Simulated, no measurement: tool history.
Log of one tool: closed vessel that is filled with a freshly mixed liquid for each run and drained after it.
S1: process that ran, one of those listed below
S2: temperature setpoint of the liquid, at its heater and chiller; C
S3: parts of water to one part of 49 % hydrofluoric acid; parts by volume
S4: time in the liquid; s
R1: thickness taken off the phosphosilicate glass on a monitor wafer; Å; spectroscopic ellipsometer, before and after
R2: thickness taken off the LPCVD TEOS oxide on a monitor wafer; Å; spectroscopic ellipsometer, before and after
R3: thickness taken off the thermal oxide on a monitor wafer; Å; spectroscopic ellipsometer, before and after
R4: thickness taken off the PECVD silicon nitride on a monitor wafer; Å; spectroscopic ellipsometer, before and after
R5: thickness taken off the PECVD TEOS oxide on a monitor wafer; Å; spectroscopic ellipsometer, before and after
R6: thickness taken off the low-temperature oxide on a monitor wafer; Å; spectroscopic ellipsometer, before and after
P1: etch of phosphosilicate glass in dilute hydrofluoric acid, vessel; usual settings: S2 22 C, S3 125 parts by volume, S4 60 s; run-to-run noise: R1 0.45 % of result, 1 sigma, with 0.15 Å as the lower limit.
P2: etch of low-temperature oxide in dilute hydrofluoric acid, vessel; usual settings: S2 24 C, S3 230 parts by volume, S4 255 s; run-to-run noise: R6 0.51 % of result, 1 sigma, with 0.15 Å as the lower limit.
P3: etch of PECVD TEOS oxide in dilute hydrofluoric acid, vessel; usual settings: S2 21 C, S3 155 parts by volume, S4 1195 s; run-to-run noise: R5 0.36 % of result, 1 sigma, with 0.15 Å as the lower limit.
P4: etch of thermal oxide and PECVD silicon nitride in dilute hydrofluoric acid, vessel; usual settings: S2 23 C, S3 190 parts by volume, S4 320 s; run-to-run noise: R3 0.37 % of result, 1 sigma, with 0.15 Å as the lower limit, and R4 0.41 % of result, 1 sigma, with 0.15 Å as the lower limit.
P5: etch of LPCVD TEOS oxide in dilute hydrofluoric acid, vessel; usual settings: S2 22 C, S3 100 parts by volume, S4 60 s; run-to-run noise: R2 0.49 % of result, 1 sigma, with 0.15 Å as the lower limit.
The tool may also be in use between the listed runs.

| run | day | S1 | S2 | S3 | S4 | R1 | R2 | R3 | R4 | R5 | R6 |
|---|---|---|---|---|---|---|---|---|---|---|---|
| 1 | 0.379 | P1 | 22 | 125 | 60 | 513.13 |  |  |  |  |  |
| 2 | 0.958 | P1 | 27.5 | 125 | 60 | 633.58 |  |  |  |  |  |
| 3 | 1.483 | P5 | 22 | 100 | 60 |  | 121.06 |  |  |  |  |
| 4 | 2.008 | P4 | 23 | 85 | 320 |  |  | 180.25 | 163.74 |  |  |
| 5 | 2.412 | P3 | 17 | 155 | 1195 |  |  |  |  | 496.67 |  |
| 6 | 3.029 | P3 | 21 | 45 | 1195 |  |  |  |  | 2281.8 |  |
| 7 | 3.479 | P2 | 17 | 230 | 255 |  |  |  |  |  | 114.35 |
| 8 | 3.983 | P1 | 17 | 125 | 60 | 422.94 |  |  |  |  |  |
| 9 | 4.579 | P1 | 17 | 125 | 90 | 631.02 |  |  |  |  |  |
| 10 | 5.238 | P4 | 18.5 | 190 | 320 |  |  | 59.858 | 55.362 |  |  |
|  | 5.575 | hydrofluoric acid flow meter replaced |
| 11 | 5.717 | P3 | 21 | 155 | 1790 |  |  |  |  | 876.54 |  |
| 12 | 6.379 | P2 | 24 | 230 | 30 |  |  |  |  |  | 17.505 |
| 13 | 7.096 | P1 | 22 | 45 | 60 | 1562.4 |  |  |  |  |  |
| 14 | 7.571 | P1 | 22 | 125 | 60 | 513.84 |  |  |  |  |  |
| 15 | 8.146 | P1 | 22 | 125 | 60 | 515.72 |  |  |  |  |  |
| 16 | 8.638 | P1 | 27.5 | 50 | 60 | 1750.3 |  |  |  |  |  |
| 17 | 9.138 | P1 | 22 | 125 | 30 | 257.51 |  |  |  |  |  |
| 18 | 9.525 | P1 | 22 | 125 | 95 | 817.03 |  |  |  |  |  |
| 19 | 9.967 | P1 | 22 | 125 | 60 | 511.67 |  |  |  |  |  |
| 20 | 10.533 | P2 | 24 | 230 | 255 |  |  |  |  |  | 149.13 |
| 21 | 11.062 | P1 | 22 | 125 | 60 | 515.95 |  |  |  |  |  |
| 22 | 11.429 | P3 | 21 | 155 | 1195 |  |  |  |  | 584.88 |  |
| 23 | 12.138 | P4 | 23 | 190 | 320 |  |  | 71.301 | 73.798 |  |  |
| 24 | 12.738 | P5 | 28.5 | 100 | 60 |  | 158.22 |  |  |  |  |
| 25 | 13.142 | P4 | 23 | 190 | 570 |  |  | 128.01 | 132.3 |  |  |
| 26 | 13.771 | P4 | 23 | 190 | 320 |  |  | 72.135 | 74.034 |  |  |
| 27 | 14.471 | P2 | 24 | 130 | 255 |  |  |  |  |  | 293.67 |
| 28 | 15.096 | P5 | 22 | 100 | 115 |  | 232.96 |  |  |  |  |
| 29 | 15.7 | P5 | 22 | 100 | 60 |  | 121.53 |  |  |  |  |
| 30 | 16.171 | P3 | 21 | 155 | 1195 |  |  |  |  | 582.86 |  |
| 31 | 16.704 | P1 | 22 | 170 | 60 | 359.94 |  |  |  |  |  |
| 32 | 17.246 | P1 | 27 | 190 | 60 | 378.1 |  |  |  |  |  |
| 33 | 17.638 | P5 | 22 | 55 | 60 |  | 231.38 |  |  |  |  |
| 34 | 18.079 | P2 | 24 | 230 | 255 |  |  |  |  |  | 148.94 |
| 35 | 18.712 | P1 | 22 | 125 | 60 | 515.1 |  |  |  |  |  |
| 36 | 19.221 | P1 | 22 | 125 | 60 | 497.22 |  |  |  |  |  |
| 37 | 19.667 | P1 | 22 | 125 | 60 | 493.85 |  |  |  |  |  |
| 38 | 20.35 | P1 | 22 | 125 | 60 | 486.44 |  |  |  |  |  |
| 39 | 20.679 | P1 | 22 | 125 | 60 | 485.43 |  |  |  |  |  |
| 40 | 21.196 | P1 | 22 | 125 | 60 | 474.82 |  |  |  |  |  |
| 41 | 21.621 | P1 | 22 | 125 | 60 | 475.91 |  |  |  |  |  |
| 42 | 22.325 | P1 | 22 | 125 | 60 | 472.08 |  |  |  |  |  |
| 43 | 22.642 | P1 | 22 | 125 | 60 | 474.92 |  |  |  |  |  |
| 44 | 23.142 | P1 | 22 | 125 | 60 | 476.75 |  |  |  |  |  |
| 45 | 23.783 | P1 | 22 | 125 | 60 | 472.18 |  |  |  |  |  |
| 46 | 24.471 | P1 | 22 | 125 | 60 | 473.2 |  |  |  |  |  |

What P1 gives has crept off from where it sat before. The 2 causes that follow fit the log equally well, each at the size noted:
A: liquid colder than its thermometer reads (K) = 2.12
B: hydrofluoric acid flow below the setpoint (%) = 7.14
The drift started at roughly day 18.712.

Of the 4 check runs listed below, each run on one wafer and each result written as a question mark, which would let you distinguish the listed causes because they would give clearly different results?
| check 1 | 25.158 | P5 | 25 | 100 | 100 |  | ? |  |  |  |  |
| check 2 | 25.158 | P2 | 17 | 230 | 30 |  |  |  |  |  | ? |
| check 3 | 25.158 | P4 | 23 | 100 | 320 |  |  | ? | ? |  |  |
| check 4 | 25.158 | P3 | 17.5 | 155 | 1195 |  |  |  |  | ? |  |

Predicted outcomes, by check and by cause:
| check | result | if A | if B |
|---|---|---|---|
| check 1 | R2 | 210.42 | 210.49 |
| check 2 | R6 | 12.384 | 12.317 |
| check 3 | R3 | 138.31 | 138.63 |
| check 3 | R4 | 120.9 | 129.55 |
| check 4 | R5 | 466.19 | 466.9 |
Per check, the gap between the least separated pair of causes, taken in the result that splits them most: check 1 0.03 %; check 2 0.54 %; check 3 6.91 %; check 4 0.15 %
The other checks would show nearly matching results whichever cause is true, so check 3 is the only one that separates the causes.

With check 3 done, the readings were: R3 137.96 Å; R4 129.71 Å. Identify which of the listed causes applies.

It was cause B: hydrofluoric acid flow below the setpoint (%).
